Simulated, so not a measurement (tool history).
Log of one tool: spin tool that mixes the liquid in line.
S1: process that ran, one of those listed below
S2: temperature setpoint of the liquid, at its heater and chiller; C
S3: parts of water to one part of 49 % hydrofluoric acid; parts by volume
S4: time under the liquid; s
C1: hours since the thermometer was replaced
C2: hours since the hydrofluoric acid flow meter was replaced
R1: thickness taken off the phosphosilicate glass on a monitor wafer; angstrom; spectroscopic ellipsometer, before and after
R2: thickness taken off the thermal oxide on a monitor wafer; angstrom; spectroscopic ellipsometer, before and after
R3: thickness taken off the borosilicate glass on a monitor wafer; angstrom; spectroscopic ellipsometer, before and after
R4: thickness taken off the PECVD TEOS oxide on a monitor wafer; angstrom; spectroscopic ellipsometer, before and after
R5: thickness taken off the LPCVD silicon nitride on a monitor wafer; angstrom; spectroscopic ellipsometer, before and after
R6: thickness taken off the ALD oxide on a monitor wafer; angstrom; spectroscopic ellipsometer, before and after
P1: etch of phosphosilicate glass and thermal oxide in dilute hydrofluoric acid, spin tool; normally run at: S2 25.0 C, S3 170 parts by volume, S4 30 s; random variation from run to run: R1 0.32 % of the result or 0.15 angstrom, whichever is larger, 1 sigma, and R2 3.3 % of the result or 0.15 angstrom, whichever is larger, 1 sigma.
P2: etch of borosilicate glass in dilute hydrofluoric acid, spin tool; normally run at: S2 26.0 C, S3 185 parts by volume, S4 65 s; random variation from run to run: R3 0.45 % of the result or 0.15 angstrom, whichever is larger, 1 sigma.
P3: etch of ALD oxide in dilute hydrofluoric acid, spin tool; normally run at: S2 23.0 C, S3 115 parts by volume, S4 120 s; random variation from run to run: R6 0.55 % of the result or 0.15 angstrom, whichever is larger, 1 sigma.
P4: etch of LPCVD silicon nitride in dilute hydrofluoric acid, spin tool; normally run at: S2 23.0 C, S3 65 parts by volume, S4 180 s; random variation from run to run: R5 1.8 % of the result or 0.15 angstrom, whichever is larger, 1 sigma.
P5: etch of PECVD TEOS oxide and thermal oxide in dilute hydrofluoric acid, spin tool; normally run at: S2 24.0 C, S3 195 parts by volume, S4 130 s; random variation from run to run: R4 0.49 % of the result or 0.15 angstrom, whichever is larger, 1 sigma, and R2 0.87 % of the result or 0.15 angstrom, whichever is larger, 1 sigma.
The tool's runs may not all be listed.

| run | day | S1 | S2 | S3 | S4 | C1 | C2 | R1 | R2 | R3 | R4 | R5 | R6 |
|---|---|---|---|---|---|---|---|---|---|---|---|---|---|
| 1 | 0.271 | P1 | 25.0 | 170 | 30 | 478.3 | 728.9 | 339.36 | 8.2674 |  |  |  |  |
| 2 | 0.646 | P2 | 26.0 | 185 | 65 | 487.3 | 737.9 |  |  | 115.640 |  |  |  |
| 3 | 0.979 | P1 | 25.0 | 290 | 30 | 495.3 | 745.9 | 175.15 | 4.2468 |  |  |  |  |
|  | 1.204 | thermometer replaced |
| 4 | 1.329 | P1 | 25.0 | 170 | 30 | 3.0 | 754.3 | 339.84 | 8.2249 |  |  |  |  |
| 5 | 1.662 | P5 | 24.0 | 90 | 130 | 11.0 | 762.3 |  | 64.4780 |  | 175.820 |  |  |
| 6 | 2.100 | P2 | 34.0 | 185 | 65 | 21.5 | 772.8 |  |  | 150.360 |  |  |  |
| 7 | 2.438 | P2 | 26.0 | 185 | 125 | 29.6 | 780.9 |  |  | 218.070 |  |  |  |
| 8 | 2.854 | P1 | 25.0 | 170 | 30 | 39.6 | 790.9 | 340.45 | 8.2783 |  |  |  |  |
| 9 | 3.183 | P2 | 26.0 | 185 | 65 | 47.5 | 798.8 |  |  | 114.500 |  |  |  |
| 10 | 3.604 | P4 | 23.0 | 20 | 180 | 57.6 | 808.9 |  |  |  |  | 45.884 |  |
| 11 | 4.000 | P3 | 17.5 | 115 | 120 | 67.1 | 818.4 |  |  |  |  |  | 231.850 |
| 12 | 4.208 | P5 | 29.0 | 195 | 130 | 72.1 | 823.4 |  | 31.7080 |  | 87.525 |  |  |
| 13 | 4.521 | P3 | 23.0 | 205 | 120 | 79.6 | 830.9 |  |  |  |  |  | 147.180 |
| 14 | 4.925 | P1 | 25.0 | 55 | 60 | 89.3 | 840.6 | 2429.00 | 57.7580 |  |  |  |  |
| 15 | 5.292 | P1 | 25.0 | 50 | 30 | 98.1 | 849.4 | 1349.50 | 33.7860 |  |  |  |  |
| 16 | 5.679 | P4 | 23.0 | 65 | 180 | 107.4 | 858.7 |  |  |  |  | 15.134 |  |
| 17 | 5.962 | P3 | 23.0 | 115 | 15 | 114.2 | 865.5 |  |  |  |  |  | 36.621 |
| 18 | 6.242 | P2 | 26.0 | 280 | 65 | 120.9 | 872.2 |  |  | 68.592 |  |  |  |
| 19 | 6.479 | P1 | 25.0 | 170 | 30 | 126.6 | 877.9 | 343.12 | 8.3106 |  |  |  |  |
| 20 | 6.867 | P3 | 23.0 | 115 | 120 | 135.9 | 887.2 |  |  |  |  |  | 291.780 |
| 21 | 7.225 | P1 | 20.0 | 170 | 30 | 144.5 | 895.8 | 282.01 | 6.1467 |  |  |  |  |
| 22 | 7.412 | P5 | 24.0 | 195 | 70 | 149.0 | 900.3 |  | 14.8090 |  | 38.700 |  |  |
| 23 | 7.679 | P1 | 25.0 | 170 | 30 | 155.4 | 906.7 | 342.41 | 8.1555 |  |  |  |  |
| 24 | 8.062 | P5 | 24.0 | 195 | 130 | 164.6 | 915.9 |  | 26.7080 |  | 73.401 |  |  |
| 25 | 8.292 | P4 | 17.0 | 65 | 180 | 170.1 | 921.4 |  |  |  |  | 9.497 |  |
| 26 | 8.700 | P1 | 32.5 | 170 | 30 | 179.9 | 931.2 | 448.32 | 10.9680 |  |  |  |  |
| 27 | 8.933 | P1 | 25.0 | 170 | 60 | 185.5 | 936.8 | 682.80 | 15.3950 |  |  |  |  |
| 28 | 9.154 | P4 | 23.0 | 65 | 300 | 190.8 | 942.1 |  |  |  |  | 24.778 |  |
| 29 | 9.500 | P1 | 25.0 | 170 | 15 | 199.1 | 950.4 | 171.27 | 3.9050 |  |  |  |  |
| 30 | 9.871 | P1 | 25.0 | 170 | 30 | 208.0 | 959.3 | 341.73 | 7.6004 |  |  |  |  |
| 31 | 10.083 | P1 | 25.0 | 170 | 30 | 213.1 | 964.4 | 353.74 | 7.9344 |  |  |  |  |
| 32 | 10.404 | P1 | 25.0 | 170 | 30 | 220.8 | 972.1 | 359.72 | 8.3299 |  |  |  |  |
| 33 | 10.667 | P1 | 25.0 | 170 | 30 | 227.1 | 978.4 | 362.75 | 8.5786 |  |  |  |  |
| 34 | 11.008 | P1 | 25.0 | 170 | 30 | 235.3 | 986.6 | 366.17 | 8.4666 |  |  |  |  |
| 35 | 11.292 | P1 | 25.0 | 170 | 30 | 242.1 | 993.4 | 365.45 | 8.7026 |  |  |  |  |

Run 36 comes next. What will it give?
| 36 | 11.496 | P1 | 25.0 | 170 | 30 | 247.0 | 998.3 | ? | ? |  |  |  |  |

R1: 367.15 angstrom
R2: 8.8079 angstrom

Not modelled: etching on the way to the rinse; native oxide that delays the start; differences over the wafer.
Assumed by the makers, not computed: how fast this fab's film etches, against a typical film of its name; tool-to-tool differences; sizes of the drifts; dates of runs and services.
